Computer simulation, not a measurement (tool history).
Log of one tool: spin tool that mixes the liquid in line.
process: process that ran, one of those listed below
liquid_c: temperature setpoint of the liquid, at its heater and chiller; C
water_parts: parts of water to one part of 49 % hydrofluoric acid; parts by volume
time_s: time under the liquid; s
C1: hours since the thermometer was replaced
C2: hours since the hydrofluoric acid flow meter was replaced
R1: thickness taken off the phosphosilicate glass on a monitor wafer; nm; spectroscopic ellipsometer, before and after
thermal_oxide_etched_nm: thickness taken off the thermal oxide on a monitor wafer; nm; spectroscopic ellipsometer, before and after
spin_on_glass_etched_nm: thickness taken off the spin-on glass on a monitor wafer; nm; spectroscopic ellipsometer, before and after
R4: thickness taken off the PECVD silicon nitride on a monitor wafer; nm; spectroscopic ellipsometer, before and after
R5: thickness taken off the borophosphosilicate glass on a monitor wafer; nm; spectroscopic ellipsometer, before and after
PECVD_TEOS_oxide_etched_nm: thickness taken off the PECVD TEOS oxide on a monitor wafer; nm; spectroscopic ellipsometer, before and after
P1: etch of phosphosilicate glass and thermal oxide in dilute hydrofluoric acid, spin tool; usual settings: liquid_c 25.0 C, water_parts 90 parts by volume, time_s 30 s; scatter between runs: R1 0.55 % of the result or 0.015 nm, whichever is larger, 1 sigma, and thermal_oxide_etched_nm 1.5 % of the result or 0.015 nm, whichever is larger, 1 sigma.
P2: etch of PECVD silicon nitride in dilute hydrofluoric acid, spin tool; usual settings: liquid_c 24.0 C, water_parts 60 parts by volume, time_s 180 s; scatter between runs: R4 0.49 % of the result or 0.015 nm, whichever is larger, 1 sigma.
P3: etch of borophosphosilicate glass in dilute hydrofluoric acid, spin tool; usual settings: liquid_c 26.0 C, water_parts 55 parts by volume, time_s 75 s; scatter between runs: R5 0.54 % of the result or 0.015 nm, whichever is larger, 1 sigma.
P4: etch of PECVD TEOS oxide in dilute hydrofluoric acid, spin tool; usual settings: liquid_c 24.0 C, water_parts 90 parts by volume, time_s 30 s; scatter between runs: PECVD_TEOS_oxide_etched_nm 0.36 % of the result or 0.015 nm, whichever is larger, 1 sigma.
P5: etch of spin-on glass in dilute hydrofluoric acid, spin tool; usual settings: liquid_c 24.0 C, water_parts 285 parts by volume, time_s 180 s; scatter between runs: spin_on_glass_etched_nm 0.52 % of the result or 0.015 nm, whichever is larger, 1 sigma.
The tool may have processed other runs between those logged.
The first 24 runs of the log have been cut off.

{"run": 25, "hour": 227.0, "process": "P1", "liquid_c": 25.0, "water_parts": 40, "time_s": 30, "C1": 2104.8, "C2": 911.5, "R1": 100.52, "thermal_oxide_etched_nm": 3.6682}
{"run": 26, "hour": 233.2, "process": "P4", "liquid_c": 24.0, "water_parts": 90, "time_s": 15, "C1": 2111.0, "C2": 917.7, "PECVD_TEOS_oxide_etched_nm": 3.6757}
{"run": 27, "hour": 241.8, "process": "P1", "liquid_c": 25.0, "water_parts": 25, "time_s": 15, "C1": 2119.6, "C2": 926.3, "R1": 82.072, "thermal_oxide_etched_nm": 3.0195}
{"run": 28, "hour": 251.3, "process": "P3", "liquid_c": 26.0, "water_parts": 55, "time_s": 15, "C1": 2129.1, "C2": 935.8, "R5": 9.509}
{"run": 29, "hour": 262.7, "process": "P4", "liquid_c": 28.5, "water_parts": 90, "time_s": 30, "C1": 2140.5, "C2": 947.2, "PECVD_TEOS_oxide_etched_nm": 8.7475}
{"run": 30, "hour": 274.5, "process": "P1", "liquid_c": 25.0, "water_parts": 90, "time_s": 30, "C1": 2152.3, "C2": 959.0, "R1": 42.325, "thermal_oxide_etched_nm": 1.5541}
{"run": 31, "hour": 287.1, "process": "P1", "liquid_c": 25.0, "water_parts": 90, "time_s": 30, "C1": 2164.9, "C2": 971.6, "R1": 41.849, "thermal_oxide_etched_nm": 1.5559}
{"run": 32, "hour": 294.2, "process": "P1", "liquid_c": 25.0, "water_parts": 90, "time_s": 30, "C1": 2172.0, "C2": 978.7, "R1": 41.331, "thermal_oxide_etched_nm": 1.5214}
{"run": 33, "hour": 305.0, "process": "P1", "liquid_c": 25.0, "water_parts": 90, "time_s": 30, "C1": 2182.8, "C2": 989.5, "R1": 40.53, "thermal_oxide_etched_nm": 1.4346}
{"run": 34, "hour": 316.5, "process": "P1", "liquid_c": 25.0, "water_parts": 90, "time_s": 30, "C1": 2194.3, "C2": 1001.0, "R1": 40.02, "thermal_oxide_etched_nm": 1.4782}
{"run": 35, "hour": 329.2, "process": "P1", "liquid_c": 25.0, "water_parts": 90, "time_s": 30, "C1": 2207.0, "C2": 1013.7, "R1": 39.645, "thermal_oxide_etched_nm": 1.4697}
{"run": 36, "hour": 338.6, "process": "P1", "liquid_c": 25.0, "water_parts": 90, "time_s": 30, "C1": 2216.4, "C2": 1023.1, "R1": 39.707, "thermal_oxide_etched_nm": 1.4394}
{"run": 37, "hour": 350.9, "process": "P1", "liquid_c": 25.0, "water_parts": 90, "time_s": 30, "C1": 2228.7, "C2": 1035.4, "R1": 39.385, "thermal_oxide_etched_nm": 1.4928}

What does the tool deliver on the next run?
{"run": 38, "hour": 359.0, "process": "P1", "liquid_c": 25.0, "water_parts": 90, "time_s": 30, "C1": 2236.8, "C2": 1043.5, "R1": "?", "thermal_oxide_etched_nm": "?"}

{"run 38": {"R1": 39.88, "thermal_oxide_etched_nm": 1.4225}}

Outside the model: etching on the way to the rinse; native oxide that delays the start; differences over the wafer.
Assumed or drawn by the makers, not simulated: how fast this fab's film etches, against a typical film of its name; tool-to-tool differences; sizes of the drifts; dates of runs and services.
